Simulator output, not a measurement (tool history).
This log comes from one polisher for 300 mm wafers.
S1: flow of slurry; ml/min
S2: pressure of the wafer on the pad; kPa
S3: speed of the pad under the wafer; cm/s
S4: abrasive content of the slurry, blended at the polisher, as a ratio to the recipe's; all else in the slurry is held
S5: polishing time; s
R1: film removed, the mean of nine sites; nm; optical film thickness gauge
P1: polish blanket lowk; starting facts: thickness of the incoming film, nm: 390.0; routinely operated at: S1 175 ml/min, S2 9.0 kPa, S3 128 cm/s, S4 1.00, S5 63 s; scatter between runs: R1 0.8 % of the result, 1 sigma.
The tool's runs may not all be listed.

| run | hour | S1 | S2 | S3 | S4 | S5 | R1 |
|---|---|---|---|---|---|---|---|
| 1 | 7.0 | 175 | 9.0 | 128 | 1.00 | 63 | 24.783 |
| 2 | 16.6 | 175 | 9.0 | 128 | 1.00 | 63 | 24.767 |
| 3 | 23.0 | 175 | 9.0 | 128 | 1.00 | 63 | 25.229 |
| 4 | 36.7 | 220 | 9.0 | 128 | 1.00 | 81 | 33.381 |
| 5 | 45.5 | 255 | 9.0 | 128 | 1.00 | 63 | 25.960 |
| 6 | 57.4 | 175 | 9.0 | 68 | 1.00 | 63 | 15.246 |
| 7 | 69.6 | 175 | 9.0 | 128 | 1.00 | 63 | 25.385 |
|  | 75.4 | head pressure recalibrated |
| 8 | 77.0 | 175 | 9.0 | 128 | 1.00 | 63 | 25.089 |
| 9 | 84.1 | 175 | 9.0 | 196 | 1.00 | 96 | 54.050 |
| 10 | 97.3 | 175 | 9.0 | 128 | 1.35 | 63 | 28.539 |
| 11 | 109.3 | 175 | 9.0 | 128 | 1.00 | 35 | 13.942 |
| 12 | 121.5 | 175 | 9.0 | 128 | 0.50 | 63 | 17.442 |
| 13 | 129.3 | 175 | 9.0 | 128 | 0.70 | 94 | 31.154 |
| 14 | 137.3 | 175 | 9.0 | 174 | 1.00 | 63 | 32.000 |
| 15 | 149.5 | 175 | 13.1 | 128 | 1.00 | 63 | 36.587 |
| 16 | 155.5 | 175 | 5.5 | 128 | 1.00 | 63 | 15.527 |
| 17 | 163.0 | 175 | 9.0 | 128 | 1.00 | 98 | 39.014 |
| 18 | 176.4 | 105 | 9.0 | 128 | 1.00 | 63 | 22.270 |
| 19 | 189.0 | 175 | 9.0 | 128 | 1.00 | 63 | 25.050 |
| 20 | 201.5 | 175 | 9.0 | 128 | 1.00 | 63 | 23.840 |
| 21 | 208.0 | 175 | 9.0 | 128 | 1.00 | 63 | 23.608 |
| 22 | 218.0 | 175 | 9.0 | 128 | 1.00 | 63 | 23.334 |
|  | 226.7 | head pressure recalibrated |
| 23 | 226.7 | 175 | 9.0 | 128 | 1.00 | 63 | 22.478 |
| 24 | 236.8 | 175 | 9.0 | 128 | 1.00 | 63 | 22.566 |
|  | 242.3 | conditioning disc replaced and pad reconditioned |
|  | 242.4 | slurry nozzle cleaned |
| 25 | 243.8 | 175 | 9.0 | 128 | 1.00 | 63 | 21.963 |
| 26 | 250.4 | 175 | 9.0 | 128 | 1.00 | 63 | 22.135 |
| 27 | 256.3 | 175 | 9.0 | 128 | 1.00 | 63 | 22.191 |
| 28 | 262.3 | 175 | 9.0 | 128 | 1.00 | 63 | 22.347 |
| 29 | 272.7 | 175 | 9.0 | 128 | 1.00 | 63 | 22.315 |

What P1 gives has crept off from where it sat before. The 2 causes that follow fit the log equally well, each at the size noted:
A: removal rate lost through wear of the pad, % = 11.5
B: abrasive missing from the slurry, % = 22.2
The gradual shift began around hour 189.0.
All other causes, with the reason each is excluded:
slurry flow missing at the pad, %: was serviced at hour 242.4, once the creep was under way, yet the earlier output never came back
head's pressure below its setpoint, %: was serviced at hour 226.7, once the creep was under way, yet the earlier output never came back
time polished since the conditioner stopped cutting, s: was serviced at hour 242.3, once the creep was under way, yet the earlier output never came back

The 4 check runs listed below each average the results of 3 wafers, and their outcomes are marked with question marks. Under which run would the listed causes produce clearly different results?
| check 1 | 283.1 | 125 | 9.0 | 154 | 1.00 | 63 | ? |
| check 2 | 283.1 | 210 | 9.0 | 128 | 1.00 | 96 | ? |
| check 3 | 283.1 | 175 | 9.0 | 128 | 0.55 | 63 | ? |
| check 4 | 283.1 | 235 | 9.0 | 128 | 1.00 | 86 | ? |

If the cause were each of the candidates in turn, the checks would give the following:
| check | result | if A | if B |
|---|---|---|---|
| check 1 | R1 | 24.192 | 24.197 |
| check 2 | R1 | 34.586 | 34.593 |
| check 3 | R1 | 16.134 | 15.557 |
| check 4 | R1 | 31.403 | 31.409 |
Separation of the two closest causes in each check, using whichever result separates them best: check 1 0.02 %; check 2 0.02 %; check 3 3.65 %; check 4 0.02 %
Only check 3 tells the causes apart: in the others they would give nearly the same result.

Check 3 was then run and gave: R1 15.606 nm. Which cause is it?

The cause is B: abrasive missing from the slurry, %.

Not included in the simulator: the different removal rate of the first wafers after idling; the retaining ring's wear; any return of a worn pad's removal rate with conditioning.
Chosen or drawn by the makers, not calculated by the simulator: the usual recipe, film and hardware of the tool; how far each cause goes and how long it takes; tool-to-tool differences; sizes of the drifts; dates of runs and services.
